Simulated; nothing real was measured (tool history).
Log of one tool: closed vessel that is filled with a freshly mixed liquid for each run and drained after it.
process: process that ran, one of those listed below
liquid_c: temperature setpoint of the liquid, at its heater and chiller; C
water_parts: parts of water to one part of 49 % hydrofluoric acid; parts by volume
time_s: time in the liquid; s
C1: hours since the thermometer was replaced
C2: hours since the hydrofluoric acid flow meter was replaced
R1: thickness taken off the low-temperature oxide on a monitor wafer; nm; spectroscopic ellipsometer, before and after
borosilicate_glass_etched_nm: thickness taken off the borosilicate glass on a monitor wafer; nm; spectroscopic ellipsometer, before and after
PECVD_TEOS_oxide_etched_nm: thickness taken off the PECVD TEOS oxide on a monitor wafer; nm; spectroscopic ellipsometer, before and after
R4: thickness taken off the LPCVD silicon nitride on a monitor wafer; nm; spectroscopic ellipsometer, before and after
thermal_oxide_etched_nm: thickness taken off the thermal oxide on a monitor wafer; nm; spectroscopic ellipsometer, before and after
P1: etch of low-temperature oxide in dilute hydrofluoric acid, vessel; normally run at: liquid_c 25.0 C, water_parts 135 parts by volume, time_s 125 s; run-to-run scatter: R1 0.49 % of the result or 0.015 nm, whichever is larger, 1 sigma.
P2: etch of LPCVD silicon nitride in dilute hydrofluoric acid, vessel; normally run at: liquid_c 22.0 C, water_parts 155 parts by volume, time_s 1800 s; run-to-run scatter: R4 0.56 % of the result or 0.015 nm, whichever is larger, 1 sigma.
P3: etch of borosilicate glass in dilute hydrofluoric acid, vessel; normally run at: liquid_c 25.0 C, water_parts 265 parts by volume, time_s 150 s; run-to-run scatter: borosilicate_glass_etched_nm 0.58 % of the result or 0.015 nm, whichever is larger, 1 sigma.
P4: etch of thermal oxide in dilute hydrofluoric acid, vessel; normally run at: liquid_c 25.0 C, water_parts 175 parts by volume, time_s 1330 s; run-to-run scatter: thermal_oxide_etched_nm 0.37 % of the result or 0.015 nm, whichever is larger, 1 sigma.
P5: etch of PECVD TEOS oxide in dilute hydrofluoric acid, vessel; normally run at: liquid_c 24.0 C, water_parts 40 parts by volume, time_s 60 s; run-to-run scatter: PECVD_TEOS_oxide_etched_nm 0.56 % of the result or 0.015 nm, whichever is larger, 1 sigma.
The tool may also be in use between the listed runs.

run 1 day=0.325 | process=P1 liquid_c=25.0 water_parts=135 time_s=125 | C1=2059.3 C2=313.4 | R1=13.8120
run 2 day=0.742 | process=P1 liquid_c=25.0 water_parts=135 time_s=30 | C1=2069.3 C2=323.4 | R1=3.2911
run 3 day=1.150 | process=P3 liquid_c=25.0 water_parts=265 time_s=150 | C1=2079.1 C2=333.2 | borosilicate_glass_etched_nm=14.9520
run 4 day=1.446 | process=P5 liquid_c=24.0 water_parts=65 time_s=60 | C1=2086.2 C2=340.3 | PECVD_TEOS_oxide_etched_nm=28.120
run 5 day=1.917 | process=P5 liquid_c=24.0 water_parts=40 time_s=60 | C1=2097.5 C2=351.6 | PECVD_TEOS_oxide_etched_nm=47.058
run 6 day=2.312 | process=P5 liquid_c=28.0 water_parts=40 time_s=60 | C1=2107.0 C2=361.1 | PECVD_TEOS_oxide_etched_nm=55.765
run 7 day=2.767 | process=P2 liquid_c=22.0 water_parts=155 time_s=3070 | C1=2117.9 C2=372.0 | R4=7.5959
run 8 day=3.158 | process=P5 liquid_c=24.0 water_parts=40 time_s=100 | C1=2127.3 C2=381.4 | PECVD_TEOS_oxide_etched_nm=79.155
run 9 day=3.575 | process=P2 liquid_c=17.0 water_parts=155 time_s=1800 | C1=2137.3 C2=391.4 | R4=3.2466
run 10 day=3.900 | process=P1 liquid_c=25.0 water_parts=235 time_s=125 | C1=2145.1 C2=399.2 | R1=7.0892
run 11 day=4.367 | process=P1 liquid_c=25.0 water_parts=40 time_s=125 | C1=2156.3 C2=410.4 | R1=52.5950
run 12 day=4.658 | process=P2 liquid_c=22.0 water_parts=155 time_s=1800 | C1=2163.3 C2=417.4 | R4=4.4972
run 13 day=5.021 | process=P1 liquid_c=17.0 water_parts=135 time_s=125 | C1=2172.0 C2=426.1 | R1=9.9418
run 14 day=5.442 | process=P4 liquid_c=20.0 water_parts=175 time_s=1330 | C1=2182.1 C2=436.2 | thermal_oxide_etched_nm=29.078
-- day=5.542 thermometer replaced
run 15 day=5.696 | process=P1 liquid_c=32.0 water_parts=135 time_s=125 | C1=3.8 C2=442.3 | R1=17.7740
run 16 day=6.188 | process=P1 liquid_c=25.0 water_parts=135 time_s=125 | C1=15.6 C2=454.1 | R1=13.8100
run 17 day=6.567 | process=P3 liquid_c=32.5 water_parts=265 time_s=150 | C1=24.7 C2=463.2 | borosilicate_glass_etched_nm=18.9710
run 18 day=6.879 | process=P2 liquid_c=22.0 water_parts=155 time_s=1800 | C1=32.2 C2=470.7 | R4=4.4544
run 19 day=7.375 | process=P4 liquid_c=25.0 water_parts=50 time_s=1330 | C1=44.1 C2=482.6 | thermal_oxide_etched_nm=142.770
run 20 day=7.762 | process=P2 liquid_c=22.0 water_parts=225 time_s=1800 | C1=53.4 C2=491.9 | R4=3.1174
run 21 day=8.229 | process=P3 liquid_c=25.0 water_parts=370 time_s=150 | C1=64.6 C2=503.1 | borosilicate_glass_etched_nm=9.6415
run 22 day=8.446 | process=P1 liquid_c=25.0 water_parts=135 time_s=125 | C1=69.8 C2=508.3 | R1=13.9150
run 23 day=8.667 | process=P1 liquid_c=25.0 water_parts=135 time_s=195 | C1=75.1 C2=513.6 | R1=21.4450
run 24 day=9.017 | process=P1 liquid_c=25.0 water_parts=135 time_s=125 | C1=83.5 C2=522.0 | R1=13.8360
run 25 day=9.475 | process=P3 liquid_c=25.0 water_parts=265 time_s=150 | C1=94.5 C2=533.0 | borosilicate_glass_etched_nm=14.9560
run 26 day=9.958 | process=P4 liquid_c=25.0 water_parts=175 time_s=1330 | C1=106.1 C2=544.6 | thermal_oxide_etched_nm=35.131
run 27 day=10.429 | process=P5 liquid_c=24.0 water_parts=40 time_s=60 | C1=117.4 C2=555.9 | PECVD_TEOS_oxide_etched_nm=46.947
run 28 day=10.729 | process=P3 liquid_c=25.0 water_parts=265 time_s=35 | C1=124.6 C2=563.1 | borosilicate_glass_etched_nm=3.5008
run 29 day=11.054 | process=P1 liquid_c=20.0 water_parts=135 time_s=205 | C1=132.4 C2=570.9 | R1=18.6290
run 30 day=11.321 | process=P4 liquid_c=25.0 water_parts=175 time_s=2480 | C1=138.8 C2=577.3 | thermal_oxide_etched_nm=65.294
run 31 day=11.804 | process=P1 liquid_c=25.0 water_parts=135 time_s=125 | C1=150.4 C2=588.9 | R1=13.9100
run 32 day=12.196 | process=P1 liquid_c=25.0 water_parts=135 time_s=125 | C1=159.8 C2=598.3 | R1=13.7320
run 33 day=12.442 | process=P1 liquid_c=25.0 water_parts=135 time_s=125 | C1=165.7 C2=604.2 | R1=13.7550
run 34 day=12.883 | process=P1 liquid_c=25.0 water_parts=135 time_s=125 | C1=176.3 C2=614.8 | R1=14.1680
run 35 day=13.288 | process=P1 liquid_c=25.0 water_parts=135 time_s=125 | C1=186.0 C2=624.5 | R1=14.3550
run 36 day=13.729 | process=P1 liquid_c=25.0 water_parts=135 time_s=125 | C1=196.6 C2=635.1 | R1=14.6480
run 37 day=14.017 | process=P1 liquid_c=25.0 water_parts=135 time_s=125 | C1=203.5 C2=642.0 | R1=14.5720
run 38 day=14.304 | process=P1 liquid_c=25.0 water_parts=135 time_s=125 | C1=210.4 C2=648.9 | R1=14.6900
run 39 day=14.800 | process=P1 liquid_c=25.0 water_parts=135 time_s=125 | C1=222.3 C2=660.8 | R1=14.7920
run 40 day=15.125 | process=P1 liquid_c=25.0 water_parts=135 time_s=125 | C1=230.1 C2=668.6 | R1=14.7200
run 41 day=15.388 | process=P1 liquid_c=25.0 water_parts=135 time_s=125 | C1=236.4 C2=674.9 | R1=14.7300

What P1 gives has crept away from where it was. These 2 causes fit the log equally well, each at the size given:
A: liquid hotter than its thermometer reads (K) = 1.83
B: hydrofluoric acid flow above the setpoint (%) = 6.15
The creep began at about day 12.442.

4 check runs are offered, one wafer each, their results left as question marks. Which one tells the causes apart?
run check 1 day=15.650 | process=P5 liquid_c=24.0 water_parts=40 time_s=60 | PECVD_TEOS_oxide_etched_nm=?
run check 2 day=15.650 | process=P4 liquid_c=25.0 water_parts=175 time_s=1330 | thermal_oxide_etched_nm=?
run check 3 day=15.650 | process=P3 liquid_c=25.0 water_parts=265 time_s=150 | borosilicate_glass_etched_nm=?
run check 4 day=15.650 | process=P2 liquid_c=22.0 water_parts=155 time_s=1800 | R4=?

What each check would give under each cause:
check=check_1 result=PECVD_TEOS_oxide_etched_nm if_A=50.942 if_B=50.307
check=check_2 result=thermal_oxide_etched_nm if_A=37.539 if_B=37.685
check=check_3 result=borosilicate_glass_etched_nm if_A=15.8640 if_B=16.0570
check=check_4 result=R4 if_A=5.0521 if_B=4.7561
How far apart the two closest causes lie, in the result that separates them most: check 1 1.25 %; check 2 0.39 %; check 3 1.21 %; check 4 6.04 %
Only check 4 tells the causes apart: in the others they would give nearly the same result.

Then check 4 was run and gave: R4 5.0835 nm. Which cause is it?

It is A: liquid hotter than its thermometer reads (K).
